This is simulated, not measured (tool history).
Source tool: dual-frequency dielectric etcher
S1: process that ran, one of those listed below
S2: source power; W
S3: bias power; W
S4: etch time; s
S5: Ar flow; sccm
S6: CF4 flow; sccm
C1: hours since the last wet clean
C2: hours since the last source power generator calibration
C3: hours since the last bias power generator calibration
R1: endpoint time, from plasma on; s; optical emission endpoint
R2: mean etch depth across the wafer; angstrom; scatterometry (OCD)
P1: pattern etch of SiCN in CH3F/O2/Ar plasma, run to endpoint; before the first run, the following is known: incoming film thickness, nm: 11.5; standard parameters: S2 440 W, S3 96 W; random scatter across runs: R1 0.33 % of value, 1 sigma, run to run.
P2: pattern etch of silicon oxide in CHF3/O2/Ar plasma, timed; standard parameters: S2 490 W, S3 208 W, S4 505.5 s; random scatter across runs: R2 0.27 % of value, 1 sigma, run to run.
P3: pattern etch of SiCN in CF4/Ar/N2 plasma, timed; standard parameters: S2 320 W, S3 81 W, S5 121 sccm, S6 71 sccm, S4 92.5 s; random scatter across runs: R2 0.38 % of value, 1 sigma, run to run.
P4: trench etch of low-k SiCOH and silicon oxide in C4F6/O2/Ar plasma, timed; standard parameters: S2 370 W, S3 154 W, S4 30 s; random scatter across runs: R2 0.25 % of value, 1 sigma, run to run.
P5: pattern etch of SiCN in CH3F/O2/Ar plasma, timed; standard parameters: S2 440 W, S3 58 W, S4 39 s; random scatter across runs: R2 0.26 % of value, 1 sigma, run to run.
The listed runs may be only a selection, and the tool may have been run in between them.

run     day  S1   S2   S3     S4   S5  S6     C1      C2      C3      R1      R2
  1   0.221  P1  440   96                  436.3    1729  1211.3  27.037
  2   0.392  P5  440   58     27           440.4  1733.1  1215.4          99.904
  3   0.704  P1  440   96                  447.9  1740.6  1222.9  27.064
  4   0.921  P2  580  208  505.5           453.1  1745.8  1228.1           10442
  5     1.3  P1  440   64                  462.2  1754.9  1237.2  31.233
  6   1.529  P4  370  154     30           467.7  1760.4  1242.7          844.26
  7   1.908  P1  440  119                  476.8  1769.5  1251.8   24.98
  8   2.088  P1  580  125                  481.1  1773.8  1256.1  22.193
  9   2.342  P1  440   96                  487.2  1779.9  1262.2  27.155
 10   2.729  P3  320   54   92.5  121  71  496.5  1789.2  1271.5          495.51
 11   2.983  P1  540  112                  502.6  1795.3  1277.6  23.688
 12   3.175  P4  370  154   18.5           507.2  1799.9  1282.2          521.97
 13   3.529  P4  240  154     30           515.7  1808.4  1290.7          714.77
 14   3.908  P5  300   58     39           524.8  1817.5  1299.8          123.89
 15   4.279  P1  610   96                  533.7  1826.4  1308.7  23.909
 16   4.508  P3  320   81   92.5  121  71  539.2  1831.9  1314.2          579.17
 17   4.746  P5  440   58     39           544.9  1837.6  1319.9          144.46
 18   5.096  P2  490  163  505.5           553.3    1846  1328.3          8987.6
 19   5.275  P1  280   96                  557.6  1850.3  1332.6  32.161
 20   5.642  P5  440   81     39           566.4  1859.1  1341.4          160.94
 21   5.858  P1  440   96                  571.6  1864.3  1346.6  27.289
 22   6.079  P3  380   81   92.5  121  71  576.9  1869.6  1351.9          664.87
 23   6.454  P3  320   81   64.5  121  71  585.9  1878.6  1360.9           399.9
 24   6.775  P3  320   81   92.5  157  71  593.6  1886.3  1368.6          553.84
 25   6.996  P4  370  210     30           598.9  1891.6  1373.9          933.63
 26   7.238  P1  440   96                  604.7  1897.4  1379.7  26.918
 27   7.529  P3  320   81   92.5  121  58  611.7  1904.4  1386.7          557.04
 28   7.738  P2  490  208    348           616.7  1909.4  1391.7          6762.9
 29   7.954  P2  490  208  505.5           621.9  1914.6  1396.9          9853.4
 30   8.221  P3  320   81   92.5  121  71  628.3    1921  1403.3          573.71
 31   8.458  P1  290  130                    634  1926.7    1409  28.147
 32   8.725  P1  440   96                  640.4  1933.1  1415.4  27.013
 33   8.971  P1  440   96                  646.3    1939  1421.3  26.887
 34   9.158  P1  440   96                  650.8  1943.5  1425.8  26.803
 35   9.442  P1  440   96                  657.6  1950.3  1432.6  26.786
 36   9.621  P1  440   96                  661.9  1954.6  1436.9  26.792
      9.771  -- wet clean of the chamber
 37   9.925  P1  440   96                    3.8  1961.9  1444.2  26.648
 38  10.254  P1  440   96                   11.7  1969.8  1452.1  26.713
 39  10.642  P1  440   96                     21  1979.1  1461.4   26.52
 40  10.929  P1  440   96                   27.9    1986  1468.3  26.739
 41  11.104  P1  440   96                   32.1  1990.2  1472.5  26.674

The output of P1 has drifted from where it used to be. Each of the 2 causes below, taken at the size shown beside it, accounts for the log equally well:
A: source power that arrives over what is set, % = 4.5
B: bias power that arrives over what is set, % = 4.46
At approximately day 8.725, the process output began to creep.
Each remaining cause and why it is not a fit:
chamber walls in a state that raises the etch rate, %: work on it at day 9.771, done after the drift set in, did not restore what the process gave before

Below are 4 check runs, each averaged over 2 wafers, with their results shown as question marks. Which of them would give clearly different results depending on which cause is behind the drift?
check 1  11.279  P2  490  208  505.5                            ?
check 2  11.279  P3  320   81   92.5  121  71                   ?
check 3  11.279  P5  440   58     39                            ?
check 4  11.279  P4  370  154     30                            ?

Predicted outcomes, by check and by cause:
  check  result    if A    if B
check 1      R2  9967.5  9954.7
check 2      R2   595.9  582.93
check 3      R2  146.17  145.85
check 4      R2  861.11  857.81
Smallest distance between any two causes, each pair judged by its most separating result, in per cent: check 1 0.13 %; check 2 2.2 %; check 3 0.22 %; check 4 0.38 %
Check 2 distinguishes between the causes, while the remaining checks would return nearly the same result for all of them.

The results of check 2 are: R2 582.21 angstrom. Based on these, which of the listed causes is it?

The cause is B: bias power that arrives over what is set, %.
